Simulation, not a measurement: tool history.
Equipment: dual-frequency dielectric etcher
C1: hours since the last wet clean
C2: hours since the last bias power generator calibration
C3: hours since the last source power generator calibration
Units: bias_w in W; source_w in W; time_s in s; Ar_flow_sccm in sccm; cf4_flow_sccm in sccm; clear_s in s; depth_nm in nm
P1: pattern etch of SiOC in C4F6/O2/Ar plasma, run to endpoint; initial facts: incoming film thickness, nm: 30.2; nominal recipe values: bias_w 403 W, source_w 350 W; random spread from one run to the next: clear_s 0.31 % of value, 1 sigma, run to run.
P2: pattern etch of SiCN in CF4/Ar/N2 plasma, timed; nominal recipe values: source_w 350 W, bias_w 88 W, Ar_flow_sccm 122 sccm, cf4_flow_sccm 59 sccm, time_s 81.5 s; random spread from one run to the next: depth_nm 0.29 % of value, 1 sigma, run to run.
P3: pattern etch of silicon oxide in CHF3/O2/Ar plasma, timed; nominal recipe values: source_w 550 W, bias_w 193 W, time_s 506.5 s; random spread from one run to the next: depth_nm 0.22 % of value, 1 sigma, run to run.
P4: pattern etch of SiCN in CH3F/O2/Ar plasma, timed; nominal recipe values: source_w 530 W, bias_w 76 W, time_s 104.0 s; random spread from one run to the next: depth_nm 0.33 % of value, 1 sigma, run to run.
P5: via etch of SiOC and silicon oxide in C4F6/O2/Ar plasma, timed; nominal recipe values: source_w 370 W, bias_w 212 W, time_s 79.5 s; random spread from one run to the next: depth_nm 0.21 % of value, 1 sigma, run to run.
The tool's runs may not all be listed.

Run 1, hour 8.6: process P1, bias_w 403 W, source_w 350 W; C1 106.6; C2 2035.1; C3 2394.6. Result: clear_s 11.605 s.
Run 2, hour 21.0: process P1, bias_w 403 W, source_w 350 W; C1 119.0; C2 2047.5; C3 2407.0. Result: clear_s 11.582 s.
Run 3, hour 33.7: process P3, bias_w 120 W, source_w 550 W, time_s 506.5 s; C1 131.7; C2 2060.2; C3 2419.7. Result: depth_nm 856.470 nm.
Run 4, hour 42.0: process P5, bias_w 212 W, source_w 370 W, time_s 99.5 s; C1 140.0; C2 2068.5; C3 2428.0. Result: depth_nm 114.780 nm.
Run 5, hour 50.1: process P2, bias_w 88 W, source_w 350 W, time_s 106.0 s, Ar_flow_sccm 122 sccm, cf4_flow_sccm 59 sccm; C1 148.1; C2 2076.6; C3 2436.1. Result: depth_nm 72.416 nm.
Run 6, hour 62.1: process P5, bias_w 212 W, source_w 370 W, time_s 79.5 s; C1 160.1; C2 2088.6; C3 2448.1. Result: depth_nm 91.696 nm.
Run 7, hour 79.1: process P1, bias_w 403 W, source_w 210 W; C1 177.1; C2 2105.6; C3 2465.1. Result: clear_s 14.074 s.
Run 8, hour 86.9: process P3, bias_w 193 W, source_w 330 W, time_s 506.5 s; C1 184.9; C2 2113.4; C3 2472.9. Result: depth_nm 825.500 nm.
Run 9, hour 103.7: process P3, bias_w 193 W, source_w 550 W, time_s 506.5 s; C1 201.7; C2 2130.2; C3 2489.7. Result: depth_nm 1000.400 nm.
Run 10, hour 117.9: process P1, bias_w 256 W, source_w 350 W; C1 215.9; C2 2144.4; C3 2503.9. Result: clear_s 13.525 s.
Run 11, hour 134.0: process P4, bias_w 76 W, source_w 530 W, time_s 79.5 s; C1 232.0; C2 2160.5; C3 2520.0. Result: depth_nm 33.025 nm.
Run 12, hour 148.4: process P1, bias_w 403 W, source_w 350 W; C1 246.4; C2 2174.9; C3 2534.4. Result: clear_s 11.595 s.
Run 13, hour 165.3: process P4, bias_w 76 W, source_w 340 W, time_s 104.0 s; C1 263.3; C2 2191.8; C3 2551.3. Result: depth_nm 36.825 nm.
Run 14, hour 175.1: process P5, bias_w 212 W, source_w 250 W, time_s 79.5 s; C1 273.1; C2 2201.6; C3 2561.1. Result: depth_nm 79.195 nm.
Run 15, hour 183.8: process P2, bias_w 88 W, source_w 200 W, time_s 81.5 s, Ar_flow_sccm 122 sccm, cf4_flow_sccm 59 sccm; C1 281.8; C2 2210.3; C3 2569.8. Result: depth_nm 34.463 nm.
Run 16, hour 201.5: process P1, bias_w 559 W, source_w 350 W; C1 299.5; C2 2228.0; C3 2587.5. Result: clear_s 10.162 s.
Run 17, hour 217.6: process P2, bias_w 88 W, source_w 350 W, time_s 81.5 s, Ar_flow_sccm 122 sccm, cf4_flow_sccm 84 sccm; C1 315.6; C2 2244.1; C3 2603.6. Result: depth_nm 58.460 nm.
Run 18, hour 229.8: process P2, bias_w 88 W, source_w 350 W, time_s 81.5 s, Ar_flow_sccm 122 sccm, cf4_flow_sccm 59 sccm; C1 327.8; C2 2256.3; C3 2615.8. Result: depth_nm 55.628 nm.
Run 19, hour 242.0: process P1, bias_w 403 W, source_w 350 W; C1 340.0; C2 2268.5; C3 2628.0. Result: clear_s 11.540 s.
Run 20, hour 255.2: process P1, bias_w 337 W, source_w 440 W; C1 353.2; C2 2281.7; C3 2641.2. Result: clear_s 11.350 s.
Run 21, hour 271.7: process P4, bias_w 76 W, source_w 530 W, time_s 104.0 s; C1 369.7; C2 2298.2; C3 2657.7. Result: depth_nm 43.423 nm.
Run 22, hour 286.1: process P2, bias_w 88 W, source_w 350 W, time_s 81.5 s, Ar_flow_sccm 156 sccm, cf4_flow_sccm 59 sccm; C1 384.1; C2 2312.6; C3 2672.1. Result: depth_nm 53.757 nm.
Run 23, hour 298.1: process P5, bias_w 212 W, source_w 370 W, time_s 79.5 s; C1 396.1; C2 2324.6; C3 2684.1. Result: depth_nm 91.459 nm.
Run 24, hour 311.7: process P3, bias_w 193 W, source_w 550 W, time_s 738.5 s; C1 409.7; C2 2338.2; C3 2697.7. Result: depth_nm 1454.600 nm.
Run 25, hour 321.0: process P1, bias_w 505 W, source_w 410 W; C1 419.0; C2 2347.5; C3 2707.0. Result: clear_s 10.034 s.
Run 26, hour 329.5: process P5, bias_w 279 W, source_w 370 W, time_s 79.5 s; C1 427.5; C2 2356.0; C3 2715.5. Result: depth_nm 100.810 nm.
Run 27, hour 344.8: process P2, bias_w 60 W, source_w 350 W, time_s 81.5 s, Ar_flow_sccm 122 sccm, cf4_flow_sccm 59 sccm; C1 442.8; C2 2371.3; C3 2730.8. Result: depth_nm 48.285 nm.
Run 28, hour 352.7: process P1, bias_w 403 W, source_w 420 W; C1 450.7; C2 2379.2; C3 2738.7. Result: clear_s 10.784 s.
Run 29, hour 368.5: process P1, bias_w 403 W, source_w 350 W; C1 466.5; C2 2395.0; C3 2754.5. Result: clear_s 11.561 s.
Run 30, hour 378.4: process P1, bias_w 403 W, source_w 350 W; C1 476.4; C2 2404.9; C3 2764.4. Result: clear_s 11.651 s.
Run 31, hour 386.7: process P4, bias_w 61 W, source_w 530 W, time_s 104.0 s; C1 484.7; C2 2413.2; C3 2772.7. Result: depth_nm 40.278 nm.
Run 32, hour 401.1: process P1, bias_w 403 W, source_w 350 W; C1 499.1; C2 2427.6; C3 2787.1. Result: clear_s 11.599 s.
Run 33, hour 419.2: process P1, bias_w 403 W, source_w 350 W; C1 517.2; C2 2445.7; C3 2805.2. Result: clear_s 11.434 s.
Run 34, hour 431.2: process P1, bias_w 403 W, source_w 350 W; C1 529.2; C2 2457.7; C3 2817.2. Result: clear_s 11.457 s.
Run 35, hour 448.1: process P1, bias_w 403 W, source_w 350 W; C1 546.1; C2 2474.6; C3 2834.1. Result: clear_s 11.409 s.
At hour 460.3: wet clean of the chamber.
Run 36, hour 463.5: process P1, bias_w 403 W, source_w 350 W; C1 3.3; C2 2490.0; C3 2849.5. Result: clear_s 11.415 s.
Run 37, hour 477.0: process P1, bias_w 403 W, source_w 350 W; C1 16.8; C2 2503.5; C3 2863.0. Result: clear_s 11.438 s.
Run 38, hour 490.3: process P1, bias_w 403 W, source_w 350 W; C1 30.1; C2 2516.8; C3 2876.3. Result: clear_s 11.452 s.
Run 39, hour 503.6: process P1, bias_w 403 W, source_w 350 W; C1 43.4; C2 2530.1; C3 2889.6. Result: clear_s 11.384 s.

The output of P1 has drifted from where it used to be. Each of the 2 causes below, taken at the size shown beside it, accounts for the log equally well:
A: bias power that arrives over what is set, % = 4.27
B: source power that arrives over what is set, % = 4.19
The drift started at roughly hour 401.1.
Excluded causes, each with its reason:
chamber walls in a state that raises the etch rate, %: serviced at hour 460.3, after the change had begun; the process did not return to its earlier output

Below are 4 check runs, each on a single wafer, with their results shown as question marks. Which of them would tell the listed causes apart, meaning the causes would give clearly different results under it?
Run check 1, hour 516.9: process P2, bias_w 62 W, source_w 350 W, time_s 81.5 s, Ar_flow_sccm 122 sccm, cf4_flow_sccm 81 sccm. Result: depth_nm ?.
Run check 2, hour 516.9: process P4, bias_w 76 W, source_w 350 W, time_s 104.0 s. Result: depth_nm ?.
Run check 3, hour 516.9: process P3, bias_w 121 W, source_w 550 W, time_s 593.0 s. Result: depth_nm ?.
Run check 4, hour 516.9: process P5, bias_w 252 W, source_w 370 W, time_s 93.5 s. Result: depth_nm ?.

Check results expected under each cause:
  check    result      if A      if B
check 1  depth_nm    52.190    53.329
check 2  depth_nm    37.684    37.691
check 3  depth_nm  1019.300  1022.400
check 4  depth_nm   116.190   116.320
Gap, in per cent, between the two causes that each check separates least, read from the result that separates them most: check 1 2.16 %; check 2 0.02 %; check 3 0.3 %; check 4 0.11 %
The causes can be told apart only by check 1. The other checks would give nearly the same results under each of them.

Then check 1 was run and gave: depth_nm 52.247 nm. Which cause is it?

The correct cause is A, namely: bias power that arrives over what is set, %.

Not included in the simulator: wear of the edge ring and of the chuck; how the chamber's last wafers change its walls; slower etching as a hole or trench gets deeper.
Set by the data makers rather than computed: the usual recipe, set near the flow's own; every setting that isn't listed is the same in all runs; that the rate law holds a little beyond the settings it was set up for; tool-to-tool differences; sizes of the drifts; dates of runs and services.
